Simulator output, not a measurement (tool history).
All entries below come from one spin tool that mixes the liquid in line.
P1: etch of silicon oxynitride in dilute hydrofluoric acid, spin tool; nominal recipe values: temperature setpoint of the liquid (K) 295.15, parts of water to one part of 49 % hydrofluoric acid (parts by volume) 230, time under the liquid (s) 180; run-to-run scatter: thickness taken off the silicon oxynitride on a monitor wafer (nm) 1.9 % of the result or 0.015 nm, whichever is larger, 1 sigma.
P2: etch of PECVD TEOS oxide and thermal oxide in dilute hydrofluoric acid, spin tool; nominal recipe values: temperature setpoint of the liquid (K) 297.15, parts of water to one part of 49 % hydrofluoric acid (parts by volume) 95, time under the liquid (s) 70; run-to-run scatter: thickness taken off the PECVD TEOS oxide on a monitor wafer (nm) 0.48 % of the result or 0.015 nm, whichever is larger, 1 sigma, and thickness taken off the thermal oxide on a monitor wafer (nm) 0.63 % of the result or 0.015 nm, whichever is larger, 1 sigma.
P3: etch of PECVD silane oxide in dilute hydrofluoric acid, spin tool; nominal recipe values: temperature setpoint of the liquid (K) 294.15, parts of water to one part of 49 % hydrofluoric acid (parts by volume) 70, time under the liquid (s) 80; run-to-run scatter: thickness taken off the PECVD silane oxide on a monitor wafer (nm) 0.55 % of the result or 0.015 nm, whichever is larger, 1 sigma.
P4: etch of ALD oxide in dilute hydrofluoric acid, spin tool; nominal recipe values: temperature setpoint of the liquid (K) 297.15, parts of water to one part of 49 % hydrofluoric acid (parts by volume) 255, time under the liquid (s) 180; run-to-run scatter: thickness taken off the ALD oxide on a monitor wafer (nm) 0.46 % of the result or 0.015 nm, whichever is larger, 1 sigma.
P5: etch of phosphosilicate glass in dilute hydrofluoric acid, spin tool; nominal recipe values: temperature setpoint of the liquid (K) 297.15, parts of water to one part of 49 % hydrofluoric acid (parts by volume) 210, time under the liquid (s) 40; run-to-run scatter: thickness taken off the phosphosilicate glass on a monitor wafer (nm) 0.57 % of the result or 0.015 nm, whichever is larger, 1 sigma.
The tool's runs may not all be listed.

run   hour  process that ran  temperature setpoint of the liquid (K)  parts of water to one part of 49 % hydrofluoric acid (parts by volume)  time under the liquid (s)  hours since the thermometer was replaced  hours since the hydrofluoric acid flow meter was replaced  thickness taken off the silicon oxynitride on a monitor wafer (nm)  thickness taken off the phosphosilicate glass on a monitor wafer (nm)  thickness taken off the PECVD silane oxide on a monitor wafer (nm)  thickness taken off the PECVD TEOS oxide on a monitor wafer (nm)  thickness taken off the thermal oxide on a monitor wafer (nm)  thickness taken off the ALD oxide on a monitor wafer (nm)
  1   10.8                P1                                  295.15                                                                     230                        180                                     424.4                                                     1273.7                                                            1.406900
  2   22.0                P5                                  297.15                                                                     210                         40                                     435.6                                                     1284.9                                                                                                                                     23.683
  3   33.8                P3                                  294.15                                                                      70                         80                                     447.4                                                     1296.7                                                                                                                                                                                                        26.9540
  4   39.7                P1                                  290.15                                                                     350                        180                                     453.3                                                     1302.6                                                            0.689540
  5   44.9                P2                                  290.15                                                                      95                         70                                     458.5                                                     1307.8                                                                                                                                                                                                                                                                           5.6566                                                        2.55640
  6   50.2                P5                                  290.15                                                                     210                         40                                     463.8                                                     1313.1                                                                                                                                     18.105
  7   57.4                P1                                  295.15                                                                     230                        180                                     471.0                                                     1320.3                                                            1.346600
  8   68.2                P3                                  294.15                                                                      35                         80                                     481.8                                                     1331.1                                                                                                                                                                                                        56.8640
  9   74.9                P2                                  297.15                                                                      95                         70                                     488.5                                                     1337.8                                                                                                                                                                                                                                                                           7.5851                                                        3.34100
 10   83.7                P4                                  297.15                                                                     410                        180                                     497.3                                                     1346.6                                                                                                                                                                                                                                                                                                                                                                                                     3.5688
 11   95.5                P2                                  297.15                                                                      95                         15                                     509.1                                                     1358.4                                                                                                                                                                                                                                                                           1.6442                                                        0.71289
 12  105.0                P1                                  295.15                                                                     230                         15                                     518.6                                                     1367.9                                                            0.096975
 13  110.3                P1                                  290.15                                                                     230                        180                                     523.9                                                     1373.2                                                            1.145800
 14  120.3                P1                                  295.15                                                                     230                        180                                     533.9                                                     1383.2                                                            1.376600
 15  125.5                P1                                  295.15                                                                     230                        180                                     539.1                                                     1388.4                                                            1.465300
 16  131.3                P4                                  303.15                                                                     255                        180                                     544.9                                                     1394.2                                                                                                                                                                                                                                                                                                                                                                                                     8.1173
 17  140.3                P1                                  295.15                                                                      40                        180                                     553.9                                                     1403.2                                                            9.361800
 18  147.8                P1                                  295.15                                                                     230                        180                                     561.4                                                     1410.7                                                            1.425600
 19  157.6                P5                                  297.15                                                                      45                         40                                     571.2                                                     1420.5                                                                                                                                    134.860
 20  169.0                P4                                  297.15                                                                     255                        180                                     582.6                                                     1431.9                                                                                                                                                                                                                                                                                                                                                                                                     6.6250
 21  177.7                P1                                  295.15                                                                     340                        180                                     591.3                                                     1440.6                                                            0.869960

Run 22 is up next; what results do you expect?
 22  185.5                P3                                  294.15                                                                      70                         25                                     599.1                                                     1448.4                                                                                                                                                                                                              ?

thickness taken off the PECVD silane oxide on a monitor wafer (nm): 8.5269
